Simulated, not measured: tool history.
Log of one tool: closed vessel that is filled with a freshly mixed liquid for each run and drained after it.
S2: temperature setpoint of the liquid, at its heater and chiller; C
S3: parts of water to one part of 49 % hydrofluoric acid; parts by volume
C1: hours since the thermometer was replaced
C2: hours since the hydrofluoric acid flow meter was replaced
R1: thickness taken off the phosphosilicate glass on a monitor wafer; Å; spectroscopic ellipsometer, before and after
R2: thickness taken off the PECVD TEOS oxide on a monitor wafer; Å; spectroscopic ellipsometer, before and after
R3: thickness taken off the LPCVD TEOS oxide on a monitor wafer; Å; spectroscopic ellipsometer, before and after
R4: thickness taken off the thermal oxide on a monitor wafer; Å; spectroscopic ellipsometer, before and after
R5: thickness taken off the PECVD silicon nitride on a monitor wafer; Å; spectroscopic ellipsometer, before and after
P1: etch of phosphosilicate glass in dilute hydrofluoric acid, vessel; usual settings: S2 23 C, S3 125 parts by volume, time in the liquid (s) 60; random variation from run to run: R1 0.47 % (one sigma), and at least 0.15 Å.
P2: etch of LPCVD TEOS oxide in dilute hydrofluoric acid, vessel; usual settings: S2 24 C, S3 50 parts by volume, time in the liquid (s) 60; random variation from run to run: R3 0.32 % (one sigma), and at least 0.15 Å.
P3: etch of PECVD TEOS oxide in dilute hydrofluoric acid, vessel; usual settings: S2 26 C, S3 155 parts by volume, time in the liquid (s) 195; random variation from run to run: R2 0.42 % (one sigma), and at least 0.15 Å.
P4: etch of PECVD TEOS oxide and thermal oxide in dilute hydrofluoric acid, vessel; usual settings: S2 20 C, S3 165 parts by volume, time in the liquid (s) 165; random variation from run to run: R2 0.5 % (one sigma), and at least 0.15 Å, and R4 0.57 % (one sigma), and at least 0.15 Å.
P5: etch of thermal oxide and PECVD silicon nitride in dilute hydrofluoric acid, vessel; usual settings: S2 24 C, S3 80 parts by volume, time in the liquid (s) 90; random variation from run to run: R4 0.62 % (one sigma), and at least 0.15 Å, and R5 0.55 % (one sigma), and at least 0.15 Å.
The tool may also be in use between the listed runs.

run 1 hour=9.8 | process_that_ran=P1 S2=23 S3=125 time_in_the_liquid_(s)=60 | C1=145 C2=761.7 | R1=391.97
run 2 hour=17.3 | process_that_ran=P3 S2=26 S3=155 time_in_the_liquid_(s)=75 | C1=152.5 C2=769.2 | R2=65.331
run 3 hour=27 | process_that_ran=P1 S2=23 S3=125 time_in_the_liquid_(s)=60 | C1=162.2 C2=778.9 | R1=389.68
run 4 hour=36.3 | process_that_ran=P2 S2=19.5 S3=50 time_in_the_liquid_(s)=60 | C1=171.5 C2=788.2 | R3=236.26
run 5 hour=49.4 | process_that_ran=P5 S2=24 S3=80 time_in_the_liquid_(s)=165 | C1=184.6 C2=801.3 | R4=101.84 R5=116.86
run 6 hour=59.1 | process_that_ran=P4 S2=25.5 S3=165 time_in_the_liquid_(s)=165 | C1=194.3 C2=811 | R2=232.19 R4=45.74
-- hour=61 thermometer replaced
run 7 hour=68.1 | process_that_ran=P1 S2=30.5 S3=125 time_in_the_liquid_(s)=30 | C1=7.2 C2=820 | R1=261.01
run 8 hour=74.1 | process_that_ran=P1 S2=23 S3=125 time_in_the_liquid_(s)=30 | C1=13.2 C2=826 | R1=195.72
run 9 hour=83 | process_that_ran=P3 S2=26 S3=155 time_in_the_liquid_(s)=195 | C1=22.1 C2=834.9 | R2=170.81
run 10 hour=96.3 | process_that_ran=P2 S2=24 S3=20 time_in_the_liquid_(s)=60 | C1=35.4 C2=848.2 | R3=743.6
run 11 hour=107.6 | process_that_ran=P1 S2=17 S3=40 time_in_the_liquid_(s)=60 | C1=46.7 C2=859.5 | R1=1059.5
run 12 hour=113.9 | process_that_ran=P1 S2=28 S3=125 time_in_the_liquid_(s)=60 | C1=53 C2=865.8 | R1=471.27
run 13 hour=121.2 | process_that_ran=P1 S2=23 S3=125 time_in_the_liquid_(s)=60 | C1=60.3 C2=873.1 | R1=390.99
run 14 hour=131.1 | process_that_ran=P3 S2=20 S3=155 time_in_the_liquid_(s)=195 | C1=70.2 C2=883 | R2=134.47
run 15 hour=141.6 | process_that_ran=P1 S2=23 S3=125 time_in_the_liquid_(s)=90 | C1=80.7 C2=893.5 | R1=593.58
run 16 hour=154.6 | process_that_ran=P3 S2=26 S3=155 time_in_the_liquid_(s)=195 | C1=93.7 C2=906.5 | R2=169.38
run 17 hour=167.7 | process_that_ran=P3 S2=26 S3=270 time_in_the_liquid_(s)=195 | C1=106.8 C2=919.6 | R2=86.508
run 18 hour=175.9 | process_that_ran=P2 S2=24 S3=50 time_in_the_liquid_(s)=60 | C1=115 C2=927.8 | R3=286.64
run 19 hour=184.1 | process_that_ran=P5 S2=24 S3=130 time_in_the_liquid_(s)=90 | C1=123.2 C2=936 | R4=31.974 R5=39.266
run 20 hour=191 | process_that_ran=P4 S2=20 S3=165 time_in_the_liquid_(s)=40 | C1=130.1 C2=942.9 | R2=45.276 R4=9.171
run 21 hour=198.2 | process_that_ran=P1 S2=23 S3=40 time_in_the_liquid_(s)=60 | C1=137.3 C2=950.1 | R1=1360.4
run 22 hour=208.2 | process_that_ran=P1 S2=23 S3=125 time_in_the_liquid_(s)=60 | C1=147.3 C2=960.1 | R1=389.97
run 23 hour=219.3 | process_that_ran=P1 S2=28 S3=125 time_in_the_liquid_(s)=35 | C1=158.4 C2=971.2 | R1=276.51
run 24 hour=228.8 | process_that_ran=P5 S2=24 S3=80 time_in_the_liquid_(s)=90 | C1=167.9 C2=980.7 | R4=55.46 R5=64.426
run 25 hour=235.3 | process_that_ran=P1 S2=17 S3=125 time_in_the_liquid_(s)=60 | C1=174.4 C2=987.2 | R1=307.46
run 26 hour=243 | process_that_ran=P4 S2=20 S3=165 time_in_the_liquid_(s)=165 | C1=182.1 C2=994.9 | R2=187.43 R4=37.061
run 27 hour=250.3 | process_that_ran=P5 S2=17 S3=80 time_in_the_liquid_(s)=90 | C1=189.4 C2=1002.2 | R4=41.001 R5=39.485
run 28 hour=263.5 | process_that_ran=P2 S2=24 S3=50 time_in_the_liquid_(s)=120 | C1=202.6 C2=1015.4 | R3=568.28
run 29 hour=275.9 | process_that_ran=P1 S2=23 S3=215 time_in_the_liquid_(s)=60 | C1=215 C2=1027.8 | R1=205.41
run 30 hour=284.6 | process_that_ran=P1 S2=23 S3=125 time_in_the_liquid_(s)=60 | C1=223.7 C2=1036.5 | R1=391.62
run 31 hour=296.9 | process_that_ran=P4 S2=20 S3=260 time_in_the_liquid_(s)=165 | C1=236 C2=1048.8 | R2=108.24 R4=21.423
run 32 hour=307.3 | process_that_ran=P5 S2=24 S3=80 time_in_the_liquid_(s)=90 | C1=246.4 C2=1059.2 | R4=55.38 R5=64.693
run 33 hour=317.9 | process_that_ran=P1 S2=23 S3=125 time_in_the_liquid_(s)=60 | C1=257 C2=1069.8 | R1=390.37
run 34 hour=325.8 | process_that_ran=P1 S2=23 S3=125 time_in_the_liquid_(s)=60 | C1=264.9 C2=1077.7 | R1=396.21
run 35 hour=336.5 | process_that_ran=P1 S2=23 S3=125 time_in_the_liquid_(s)=60 | C1=275.6 C2=1088.4 | R1=401.99
run 36 hour=348.9 | process_that_ran=P1 S2=23 S3=125 time_in_the_liquid_(s)=60 | C1=288 C2=1100.8 | R1=411.67
run 37 hour=358.1 | process_that_ran=P1 S2=23 S3=125 time_in_the_liquid_(s)=60 | C1=297.2 C2=1110 | R1=410.84
run 38 hour=367.2 | process_that_ran=P1 S2=23 S3=125 time_in_the_liquid_(s)=60 | C1=306.3 C2=1119.1 | R1=415.46
run 39 hour=375.5 | process_that_ran=P1 S2=23 S3=125 time_in_the_liquid_(s)=60 | C1=314.6 C2=1127.4 | R1=409.92
run 40 hour=386.3 | process_that_ran=P1 S2=23 S3=125 time_in_the_liquid_(s)=60 | C1=325.4 C2=1138.2 | R1=415.07

Run 41 comes next. What will it give?
run 41 hour=397.1 | process_that_ran=P1 S2=23 S3=125 time_in_the_liquid_(s)=60 | C1=336.2 C2=1149 | R1=?

R1: 416.88 Å
